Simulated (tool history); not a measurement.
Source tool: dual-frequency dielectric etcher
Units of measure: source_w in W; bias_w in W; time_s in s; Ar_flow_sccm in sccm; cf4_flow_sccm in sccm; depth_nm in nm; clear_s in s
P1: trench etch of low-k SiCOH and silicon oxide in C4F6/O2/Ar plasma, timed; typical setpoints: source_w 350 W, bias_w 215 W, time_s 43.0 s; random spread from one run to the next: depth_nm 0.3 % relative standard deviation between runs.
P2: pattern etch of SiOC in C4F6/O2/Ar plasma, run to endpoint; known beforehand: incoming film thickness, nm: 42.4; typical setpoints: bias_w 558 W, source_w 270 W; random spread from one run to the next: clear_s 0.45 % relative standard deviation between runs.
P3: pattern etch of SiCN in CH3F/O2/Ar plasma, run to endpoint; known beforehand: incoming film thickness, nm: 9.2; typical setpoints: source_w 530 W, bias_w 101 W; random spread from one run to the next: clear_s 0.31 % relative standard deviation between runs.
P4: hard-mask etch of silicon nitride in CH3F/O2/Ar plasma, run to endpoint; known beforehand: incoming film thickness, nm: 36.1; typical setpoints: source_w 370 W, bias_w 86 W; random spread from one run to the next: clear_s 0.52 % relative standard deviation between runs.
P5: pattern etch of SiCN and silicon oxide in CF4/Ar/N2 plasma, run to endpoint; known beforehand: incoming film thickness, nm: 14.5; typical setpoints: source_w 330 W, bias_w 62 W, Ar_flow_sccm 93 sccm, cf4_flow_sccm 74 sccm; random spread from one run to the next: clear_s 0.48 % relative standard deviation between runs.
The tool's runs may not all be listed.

run	hour	process	source_w	bias_w	time_s	Ar_flow_sccm	cf4_flow_sccm	depth_nm	clear_s
1	10.1	P1	350	215	43.0			143.960	
2	19.0	P1	350	215	43.0			143.380	
3	26.7	P1	350	215	43.0			143.070	
4	36.2	P3	530	101					19.802
5	44.0	P5	400	62		93	74		19.103
6	50.8	P4	300	86					53.692
7	57.9	P1	350	131	43.0			122.680	
8	70.6	P1	350	215	23.5			78.626	
9	82.9	P5	330	62		93	102		21.447
10	91.4	P2	270	558					15.287
11	98.6	P1	350	253	33.5			117.610	
12	111.0	P3	530	101					19.841
13	119.5	P1	460	215	43.0			159.670	
14	127.3	P1	350	215	55.0			183.720	
# hour 132.6: bias power generator calibrated
15	134.5	P5	330	83		93	74		20.284
16	140.8	P3	330	101					23.499
17	152.8	P5	330	62		93	74		22.646
18	164.3	P2	270	327					18.407
19	176.9	P4	370	66					54.914
20	187.1	P3	530	60					23.892
21	195.1	P2	180	558					17.642
22	202.7	P1	350	288	43.0			158.470	
23	214.0	P1	200	215	43.0			115.990	
24	220.8	P4	370	86					49.692
25	232.1	P1	350	215	43.0			143.070	
26	241.5	P1	350	215	43.0			143.340	
27	250.8	P5	330	62		116	74		23.313
28	260.9	P1	350	215	43.0			143.310	
29	268.4	P1	350	215	43.0			144.900	
30	279.3	P1	350	215	43.0			145.450	
31	287.8	P1	350	215	43.0			145.250	
# hour 298.2: wet clean of the chamber
32	299.9	P1	350	215	43.0			145.620	
33	308.3	P1	350	215	43.0			145.570	
34	315.2	P1	350	215	43.0			145.220	
35	328.6	P1	350	215	43.0			145.340	
36	341.3	P1	350	215	43.0			144.910	

What P1 gives has crept off from where it sat before. The 2 causes that follow fit the log equally well, each at the size noted:
A: bias power that arrives over what is set, % = 4.56
B: source power that arrives over what is set, % = 3.93
The gradual shift began around hour 260.9.
Ruled out, with reasons:
chamber walls in a state that raises the etch rate, %: serviced at hour 298.2, after the drift had started, without restoring the earlier output

Of the 4 check runs below, each run on 3 wafers with the results averaged and each result still a question mark, which one would tell the listed causes apart?
check 1	354.0	P5	390	62		93	91		?
check 2	354.0	P2	220	452					?
check 3	354.0	P4	310	71					?
check 4	354.0	P3	370	70					?

Outcome of each check run for each possible cause:
check	result	if A	if B
check 1	clear_s	18.574	18.201
check 2	clear_s	17.484	17.533
check 3	clear_s	56.431	56.490
check 4	clear_s	25.388	25.422
Per check, the gap between the least separated pair of causes, taken in the result that splits them most: check 1 2.02 %; check 2 0.28 %; check 3 0.11 %; check 4 0.13 %
Only in check 1 would the causes give clearly different results; in the remaining checks their results would be nearly the same.

Check 1 has now been run. It gave: clear_s 18.251 s. Which of the candidate causes is it?

The cause is B: source power that arrives over what is set, %.

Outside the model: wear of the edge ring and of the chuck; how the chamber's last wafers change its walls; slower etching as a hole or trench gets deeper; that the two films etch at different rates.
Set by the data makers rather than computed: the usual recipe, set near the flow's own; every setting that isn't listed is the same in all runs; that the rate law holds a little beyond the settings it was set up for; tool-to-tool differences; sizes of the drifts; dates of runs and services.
